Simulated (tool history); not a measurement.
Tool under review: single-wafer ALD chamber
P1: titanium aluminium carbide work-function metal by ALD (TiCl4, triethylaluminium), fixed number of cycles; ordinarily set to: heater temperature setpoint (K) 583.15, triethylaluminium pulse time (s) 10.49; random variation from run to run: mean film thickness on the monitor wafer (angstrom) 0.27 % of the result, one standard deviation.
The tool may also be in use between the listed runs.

run    day  heater temperature setpoint (K)  triethylaluminium pulse time (s)  hours since the last thermocouple change  hours since the last triethylaluminium bottle change  mean film thickness on the monitor wafer (angstrom)
  1  0.354                           583.15                             10.49                                    1088.3                                                1277.2                                               20.273
  2  0.646                           583.15                             14.37                                    1095.3                                                1284.2                                               20.572
  3  0.933                           600.15                             14.75                                    1102.2                                                1291.1                                               22.047
  4  1.429                           606.15                             10.49                                    1114.1                                                  1303                                               22.145
  5  1.829                           573.15                              4.43                                    1123.7                                                1312.6                                               15.545
  6  2.288                           583.15                             10.49                                    1134.7                                                1323.6                                               20.123
  7  2.675                           600.15                              6.16                                      1144                                                1332.9                                               19.501
  8  3.146                           583.15                             10.49                                    1155.3                                                1344.2                                                20.15
  9  3.662                           583.15                             10.49                                    1167.7                                                1356.6                                               20.269
 10  3.958                           565.15                             10.49                                    1174.8                                                1363.7                                               18.703
 11  4.225                           583.15                              3.74                                    1181.2                                                1370.1                                                15.01
 12  4.571                           583.15                             10.49                                    1189.5                                                1378.4                                               20.081
 13  4.983                           583.15                             10.49                                    1199.4                                                1388.3                                               20.129
 14  5.508                           583.15                             10.49                                      1212                                                1400.9                                               20.071
 15  5.792                           583.15                             10.49                                    1218.8                                                1407.7                                               20.024
 16  6.225                           583.15                             10.49                                    1229.2                                                1418.1                                               19.985
 17   6.55                           583.15                             10.49                                      1237                                                1425.9                                                 19.9
 18  7.021                           583.15                             10.49                                    1248.3                                                1437.2                                               19.782
 19  7.308                           583.15                             10.49                                    1255.2                                                1444.1                                               19.815

P1 has crept away from where it was. The log is fitted equally well by each of these 2 causes, at the sizes shown:
A: wafer temperature below the value expected at the setpoint (K) = 3.39
B: triethylaluminium dose below that of a fresh bottle (%) = 11.5
The creep began at about day 4.983.

Question marks stand in for the results of the 4 check runs listed below, each run on one wafer. Under which run would the listed causes show clearly different results?
check 1  7.596                           571.15                              4.24                                                                                                                                                    ?
check 2  7.596                           598.15                             10.49                                                                                                                                                    ?
check 3  7.596                           604.15                             10.49                                                                                                                                                    ?
check 4  7.596                           572.15                             10.49                                                                                                                                                    ?

How each check would come out, cause by cause:
  check                                               result    if A    if B
check 1  mean film thickness on the monitor wafer (angstrom)  14.897  14.286
check 2  mean film thickness on the monitor wafer (angstrom)  21.151  21.136
check 3  mean film thickness on the monitor wafer (angstrom)  21.664  21.643
check 4  mean film thickness on the monitor wafer (angstrom)  18.954  18.964
Smallest distance between any two causes, each pair judged by its most separating result, in per cent: check 1 4.19 %; check 2 0.07 %; check 3 0.1 %; check 4 0.05 %
Of the check runs offered, only check 1 discriminates between the causes; the rest would read about the same regardless of which cause applies.

Check 1 was carried out, with these results: mean film thickness on the monitor wafer (angstrom) 14.942. Which of the listed causes is responsible?

It is A: wafer temperature below the value expected at the setpoint (K).
